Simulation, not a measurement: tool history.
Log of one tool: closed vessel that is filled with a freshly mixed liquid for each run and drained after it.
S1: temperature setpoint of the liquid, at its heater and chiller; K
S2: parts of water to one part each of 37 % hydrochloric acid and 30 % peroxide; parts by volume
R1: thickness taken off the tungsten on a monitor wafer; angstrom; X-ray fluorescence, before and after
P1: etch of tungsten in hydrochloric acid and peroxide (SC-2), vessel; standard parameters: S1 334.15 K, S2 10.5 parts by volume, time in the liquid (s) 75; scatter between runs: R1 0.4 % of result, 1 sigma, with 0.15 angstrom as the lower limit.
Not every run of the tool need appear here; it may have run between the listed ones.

run 1 hour=6.2 | S1=334.15 S2=10.5 time_in_the_liquid_(s)=75 | R1=203.48
run 2 hour=12.8 | S1=334.15 S2=10.5 time_in_the_liquid_(s)=75 | R1=202.83
run 3 hour=16.6 | S1=334.15 S2=10.5 time_in_the_liquid_(s)=75 | R1=201.73
run 4 hour=20.5 | S1=334.15 S2=10.5 time_in_the_liquid_(s)=30 | R1=80.788
run 5 hour=25.7 | S1=334.15 S2=10.5 time_in_the_liquid_(s)=75 | R1=203.1
run 6 hour=32.2 | S1=318.65 S2=10.5 time_in_the_liquid_(s)=75 | R1=73.746
run 7 hour=38.9 | S1=334.15 S2=17.5 time_in_the_liquid_(s)=75 | R1=131.29
run 8 hour=44.7 | S1=334.15 S2=10.5 time_in_the_liquid_(s)=145 | R1=390.18
run 9 hour=49.3 | S1=334.15 S2=10.5 time_in_the_liquid_(s)=75 | R1=203.71
run 10 hour=56 | S1=325.15 S2=4 time_in_the_liquid_(s)=75 | R1=237.12
run 11 hour=62.9 | S1=334.15 S2=10.5 time_in_the_liquid_(s)=75 | R1=202.32
run 12 hour=66.2 | S1=334.15 S2=10.5 time_in_the_liquid_(s)=75 | R1=202.66
run 13 hour=70.2 | S1=345.15 S2=10.5 time_in_the_liquid_(s)=75 | R1=397.48
run 14 hour=73.5 | S1=334.15 S2=4 time_in_the_liquid_(s)=75 | R1=422.15
run 15 hour=76.6 | S1=322.15 S2=4 time_in_the_liquid_(s)=75 | R1=194.62
run 16 hour=80.9 | S1=334.15 S2=10.5 time_in_the_liquid_(s)=75 | R1=202.38
run 17 hour=86.2 | S1=334.15 S2=10.5 time_in_the_liquid_(s)=75 | R1=198
run 18 hour=90.7 | S1=334.15 S2=10.5 time_in_the_liquid_(s)=75 | R1=193.72
run 19 hour=97.4 | S1=334.15 S2=10.5 time_in_the_liquid_(s)=75 | R1=190.88
run 20 hour=103.7 | S1=334.15 S2=10.5 time_in_the_liquid_(s)=75 | R1=188.95
run 21 hour=106.9 | S1=334.15 S2=10.5 time_in_the_liquid_(s)=75 | R1=187.25
run 22 hour=110.5 | S1=334.15 S2=10.5 time_in_the_liquid_(s)=75 | R1=187.06
run 23 hour=114.5 | S1=334.15 S2=10.5 time_in_the_liquid_(s)=75 | R1=186.63

For run 24, what comes out?
-- hour=118.8 new drum of peroxide connected
run 24 hour=119.4 | S1=334.15 S2=10.5 time_in_the_liquid_(s)=75 | R1=?

R1: 187.25 angstrom
